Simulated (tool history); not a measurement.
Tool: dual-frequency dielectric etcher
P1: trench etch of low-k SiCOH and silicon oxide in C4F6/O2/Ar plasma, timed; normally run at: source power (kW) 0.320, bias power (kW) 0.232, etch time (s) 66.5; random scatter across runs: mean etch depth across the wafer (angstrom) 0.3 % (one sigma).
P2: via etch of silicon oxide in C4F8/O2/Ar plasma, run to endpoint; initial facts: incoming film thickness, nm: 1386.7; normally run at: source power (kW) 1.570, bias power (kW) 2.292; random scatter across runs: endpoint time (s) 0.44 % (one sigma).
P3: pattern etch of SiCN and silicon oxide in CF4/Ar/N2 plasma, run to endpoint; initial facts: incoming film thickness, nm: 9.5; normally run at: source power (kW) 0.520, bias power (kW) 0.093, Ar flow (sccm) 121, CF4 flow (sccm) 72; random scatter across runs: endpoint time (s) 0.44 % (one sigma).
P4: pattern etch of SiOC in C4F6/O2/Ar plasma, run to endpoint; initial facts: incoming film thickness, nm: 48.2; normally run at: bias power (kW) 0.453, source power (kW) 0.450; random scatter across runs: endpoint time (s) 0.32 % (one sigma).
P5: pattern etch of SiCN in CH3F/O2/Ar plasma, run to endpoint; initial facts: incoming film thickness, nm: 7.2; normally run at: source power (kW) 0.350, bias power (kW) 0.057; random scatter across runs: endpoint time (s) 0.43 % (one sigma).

run	hour	process that ran	source power (kW)	bias power (kW)	etch time (s)	Ar flow (sccm)	CF4 flow (sccm)	mean etch depth across the wafer (angstrom)	endpoint time (s)
1	9.1	P1	0.320	0.232	66.5			2119.3	
2	17.1	P1	0.320	0.280	66.5			2256.6	
3	27.8	P1	0.320	0.232	66.5			2121.9	
4	43.9	P1	0.320	0.141	66.5			1812.0	
5	55.1	P1	0.320	0.232	66.5			2124.6	
6	62.5	P5	0.350	0.038					24.7520
7	71.0	P1	0.440	0.232	66.5			2408.1	
8	78.4	P3	0.520	0.093		121	72		8.8941
9	86.8	P2	2.150	2.292					252.0400
10	95.1	P2	1.570	1.477					325.6400
11	108.3	P3	0.520	0.093		121	72		8.8584
12	124.0	P5	0.350	0.057					21.6640
13	132.3	P1	0.320	0.179	97.0			2845.6	
14	148.7	P4	0.620	0.453					14.5070
15	160.7	P2	1.570	2.292					289.9100
16	173.2	P1	0.230	0.232	66.5			1875.4	
17	190.3	P3	0.520	0.059		121	72		10.3730
18	202.5	P4	0.450	0.614					14.5770
# hour 215.1: source power generator calibrated
19	218.8	P4	0.450	0.453					16.3490
20	231.3	P1	0.320	0.232	66.5			2120.4	
21	242.5	P4	0.450	0.453					16.2600
22	252.0	P1	0.320	0.319	92.0			3293.8	
23	263.8	P1	0.320	0.232	51.0			1624.9	
24	274.9	P3	0.320	0.093		121	72		13.5550
25	283.5	P1	0.320	0.232	82.0			2615.1	
26	298.5	P3	0.520	0.093		121	56		9.1597
27	310.3	P3	0.520	0.093		74	72		8.2879
28	322.4	P1	0.320	0.232	66.5			2121.9	
29	333.5	P5	0.200	0.057					27.0990
30	341.9	P1	0.320	0.232	66.5			2131.4	
31	358.4	P1	0.320	0.232	66.5			2148.4	
32	371.3	P1	0.320	0.232	66.5			2142.1	
33	381.3	P1	0.320	0.232	66.5			2142.3	
# hour 385.5: wet clean of the chamber
34	390.5	P1	0.320	0.232	66.5			2141.7	
35	400.1	P1	0.320	0.232	66.5			2139.8	
36	412.5	P1	0.320	0.232	66.5			2153.8	
37	424.0	P1	0.320	0.232	66.5			2157.5	
38	439.8	P1	0.320	0.232	66.5			2156.6	
39	448.5	P1	0.320	0.232	66.5			2152.5	
40	457.6	P1	0.320	0.232	66.5			2155.0	
41	466.1	P1	0.320	0.232	66.5			2151.1	

What P1 gives has crept away from where it was. These 2 causes fit the log equally well, each at the size given:
A: source power that arrives over what is set, % = 3.96
B: bias power that arrives over what is set, % = 4.47
The gradual shift began around hour 341.9.
The rest of the possible causes, and what rules out each one:
chamber walls in a state that raises the etch rate, %: its service at hour 385.5 followed the start of the drift and did not put the process back to its old value

The 4 check runs listed below each average the results of 3 wafers, and their outcomes are marked with question marks. Under which run would the listed causes produce clearly different results?
check 1	474.6	P4	0.620	0.606					?
check 2	474.6	P5	0.240	0.049					?
check 3	474.6	P2	2.000	1.695					?
check 4	474.6	P3	0.520	0.067		74	72		?

Expected result of each check under each candidate cause:
check	result	if A	if B
check 1	endpoint time (s)	12.8580	12.8300
check 2	endpoint time (s)	26.0610	26.0610
check 3	endpoint time (s)	280.2700	281.2700
check 4	endpoint time (s)	8.9113	9.0991
Gap, in per cent, between the two causes that each check separates least, read from the result that separates them most: check 1 0.22 %; check 2 0 %; check 3 0.36 %; check 4 2.09 %
The other checks would show nearly matching results whichever cause is true, so check 4 is the only one that separates the causes.

Then check 4 was run and gave: endpoint time (s) 9.0868. Which cause is it?

The cause is B: bias power that arrives over what is set, %.
